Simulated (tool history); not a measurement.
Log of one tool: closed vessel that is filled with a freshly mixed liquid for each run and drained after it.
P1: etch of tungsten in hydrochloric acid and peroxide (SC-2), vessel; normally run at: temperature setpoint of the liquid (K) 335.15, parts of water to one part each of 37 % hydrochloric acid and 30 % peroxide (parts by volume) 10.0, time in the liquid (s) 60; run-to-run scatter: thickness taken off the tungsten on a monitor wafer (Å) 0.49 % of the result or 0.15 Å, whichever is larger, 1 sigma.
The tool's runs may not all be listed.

run	hour	temperature setpoint of the liquid (K)	parts of water to one part each of 37 % hydrochloric acid and 30 % peroxide (parts by volume)	time in the liquid (s)	hours since the thermometer was replaced	hours since the chemicals flow meter was replaced	hours since the drum of peroxide was connected	thickness taken off the tungsten on a monitor wafer (Å)
1	16.7	335.15	10.0	60	304.3	934.5	321.7	414.55
2	26.8	335.15	17.5	60	314.4	944.6	331.8	256.23
3	45.3	335.15	10.0	60	332.9	963.1	350.3	415.47
# hour 46.4: new drum of peroxide connected
4	55.0	342.65	10.0	30	342.6	972.8	8.6	324.54
5	67.0	335.15	10.0	110	354.6	984.8	20.6	758.39
6	82.2	345.15	10.0	60	369.8	1000.0	35.8	754.96
7	91.6	335.15	14.0	30	379.2	1009.4	45.2	154.42
8	106.7	323.65	17.0	60	394.3	1024.5	60.3	125.27
9	119.8	335.15	10.0	60	407.4	1037.6	73.4	412.37
# hour 129.5: chemicals flow meter replaced
10	138.2	335.15	10.0	60	425.8	8.8	91.8	414.34
11	155.6	335.15	4.0	60	443.2	26.2	109.2	825.38
12	171.3	335.15	10.0	30	458.9	41.9	124.9	205.87
13	186.7	335.15	10.0	60	474.3	57.3	140.3	411.71
14	202.5	319.15	10.0	60	490.1	73.1	156.1	145.51
15	218.1	335.15	10.0	60	505.7	88.7	171.7	408.52
16	232.0	335.15	10.0	60	519.6	102.6	185.6	419.69
17	249.9	335.15	10.0	60	537.5	120.5	203.5	430.82
18	262.9	335.15	10.0	60	550.5	133.5	216.5	433.78
19	280.6	335.15	10.0	60	568.2	151.2	234.2	439.07
20	289.5	335.15	10.0	60	577.1	160.1	243.1	440.72
21	307.1	335.15	10.0	60	594.7	177.7	260.7	441.69
22	318.6	335.15	10.0	60	606.2	189.2	272.2	442.53

The next listed run, before its measurement:
23	336.7	335.15	10.0	60	624.3	207.3	290.3	?

{"run 23": {"thickness taken off the tungsten on a monitor wafer (Å)": 441.84}}
